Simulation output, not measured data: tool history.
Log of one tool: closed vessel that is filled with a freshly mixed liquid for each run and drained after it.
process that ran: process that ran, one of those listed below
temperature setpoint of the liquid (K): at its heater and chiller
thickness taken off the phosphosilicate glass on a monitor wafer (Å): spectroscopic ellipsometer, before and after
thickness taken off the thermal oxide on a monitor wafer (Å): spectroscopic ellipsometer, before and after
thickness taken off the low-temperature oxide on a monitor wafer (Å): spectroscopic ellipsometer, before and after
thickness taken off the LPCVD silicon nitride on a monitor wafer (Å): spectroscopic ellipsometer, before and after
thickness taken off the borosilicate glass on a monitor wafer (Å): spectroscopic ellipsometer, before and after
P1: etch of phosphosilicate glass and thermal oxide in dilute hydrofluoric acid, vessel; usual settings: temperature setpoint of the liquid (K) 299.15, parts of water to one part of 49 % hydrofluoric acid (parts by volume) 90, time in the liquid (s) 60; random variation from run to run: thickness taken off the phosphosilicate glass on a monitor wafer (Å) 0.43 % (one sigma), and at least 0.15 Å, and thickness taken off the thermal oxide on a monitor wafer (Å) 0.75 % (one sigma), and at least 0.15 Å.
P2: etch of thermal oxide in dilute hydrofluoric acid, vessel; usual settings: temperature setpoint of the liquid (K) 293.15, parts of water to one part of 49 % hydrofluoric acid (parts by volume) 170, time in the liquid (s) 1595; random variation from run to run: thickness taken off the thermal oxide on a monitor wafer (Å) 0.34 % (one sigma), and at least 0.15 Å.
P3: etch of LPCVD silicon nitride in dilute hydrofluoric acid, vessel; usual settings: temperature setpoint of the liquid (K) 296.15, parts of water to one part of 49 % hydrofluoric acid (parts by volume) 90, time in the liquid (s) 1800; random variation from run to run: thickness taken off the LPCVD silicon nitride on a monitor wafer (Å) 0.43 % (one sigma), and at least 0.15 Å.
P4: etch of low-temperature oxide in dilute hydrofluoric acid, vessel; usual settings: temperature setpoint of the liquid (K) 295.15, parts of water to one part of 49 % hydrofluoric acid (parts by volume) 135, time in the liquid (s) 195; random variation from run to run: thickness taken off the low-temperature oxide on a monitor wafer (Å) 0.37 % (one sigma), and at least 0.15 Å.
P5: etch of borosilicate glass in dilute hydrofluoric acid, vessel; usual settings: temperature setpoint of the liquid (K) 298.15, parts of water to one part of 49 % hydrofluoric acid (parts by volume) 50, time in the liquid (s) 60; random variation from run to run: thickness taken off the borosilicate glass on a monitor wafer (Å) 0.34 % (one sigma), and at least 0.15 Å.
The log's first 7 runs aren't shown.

| run | hour | process that ran | temperature setpoint of the liquid (K) | parts of water to one part of 49 % hydrofluoric acid (parts by volume) | time in the liquid (s) | hours since the thermometer was replaced | hours since the hydrofluoric acid flow meter was replaced | thickness taken off the phosphosilicate glass on a monitor wafer (Å) | thickness taken off the thermal oxide on a monitor wafer (Å) | thickness taken off the low-temperature oxide on a monitor wafer (Å) | thickness taken off the LPCVD silicon nitride on a monitor wafer (Å) | thickness taken off the borosilicate glass on a monitor wafer (Å) |
|---|---|---|---|---|---|---|---|---|---|---|---|---|
| 8 | 73.0 | P2 | 293.15 | 260 | 1595 | 333.8 | 680.2 |  | 203.440 |  |  |  |
| 9 | 81.8 | P1 | 299.15 | 145 | 90 | 342.6 | 689.0 | 853.39 | 31.754 |  |  |  |
| 10 | 88.0 | P5 | 298.15 | 85 | 60 | 348.8 | 695.2 |  |  |  |  | 256.64 |
| 11 | 100.1 | P1 | 299.15 | 90 | 60 | 360.9 | 707.3 | 987.30 | 36.746 |  |  |  |
| 12 | 108.6 | P5 | 298.15 | 50 | 60 | 369.4 | 715.8 |  |  |  |  | 454.82 |
| 13 | 114.9 | P5 | 291.15 | 50 | 60 | 375.7 | 722.1 |  |  |  |  | 339.81 |
| 14 | 121.8 | P1 | 299.15 | 160 | 60 | 382.6 | 729.0 | 508.72 | 18.885 |  |  |  |
| 15 | 131.2 | P1 | 303.15 | 90 | 60 | 392.0 | 738.4 | 1152.90 | 42.368 |  |  |  |
| 16 | 141.7 | P3 | 301.15 | 90 | 1800 | 402.5 | 748.9 |  |  |  | 121.000 |  |
| 17 | 150.7 | P1 | 299.15 | 40 | 60 | 411.5 | 757.9 | 2379.80 | 87.574 |  |  |  |
| 18 | 160.6 | P4 | 295.15 | 135 | 195 | 421.4 | 767.8 |  |  | 452.66 |  |  |
| 19 | 168.9 | P2 | 290.15 | 170 | 1595 | 429.7 | 776.1 |  | 302.760 |  |  |  |
| 20 | 179.4 | P1 | 299.15 | 90 | 100 | 440.2 | 786.6 | 1648.40 | 61.083 |  |  |  |
| 21 | 191.0 | P1 | 294.65 | 90 | 60 | 451.8 | 798.2 | 825.12 | 30.116 |  |  |  |
| 22 | 197.8 | P2 | 293.15 | 170 | 30 | 458.6 | 805.0 |  | 6.412 |  |  |  |
| 23 | 209.5 | P3 | 296.15 | 90 | 295 | 470.3 | 816.7 |  |  |  | 14.398 |  |
| 24 | 217.9 | P1 | 299.15 | 90 | 30 | 478.7 | 825.1 | 490.45 | 18.434 |  |  |  |
| 25 | 228.1 | P3 | 296.15 | 45 | 1800 | 488.9 | 835.3 |  |  |  | 171.600 |  |
| 26 | 239.8 | P2 | 293.15 | 170 | 1595 | 500.6 | 847.0 |  | 341.010 |  |  |  |
| 27 | 250.4 | P3 | 296.15 | 90 | 1800 | 511.2 | 857.6 |  |  |  | 87.568 |  |
| 28 | 257.5 | P4 | 295.15 | 205 | 195 | 518.3 | 864.7 |  |  | 275.49 |  |  |
| 29 | 266.2 | P1 | 299.15 | 90 | 60 | 527.0 | 873.4 | 987.25 | 36.037 |  |  |  |
| 30 | 275.7 | P1 | 299.15 | 90 | 60 | 536.5 | 882.9 | 985.03 | 36.689 |  |  |  |
| 31 | 286.6 | P1 | 299.15 | 90 | 60 | 547.4 | 893.8 | 1027.60 | 38.265 |  |  |  |
| 32 | 293.5 | P1 | 299.15 | 90 | 60 | 554.3 | 900.7 | 1034.00 | 37.783 |  |  |  |

Forecast run 33:
| 33 | 306.0 | P1 | 299.15 | 90 | 60 | 566.8 | 913.2 | ? | ? |  |  |  |

thickness taken off the phosphosilicate glass on a monitor wafer (Å): 1062.30
thickness taken off the thermal oxide on a monitor wafer (Å): 39.062
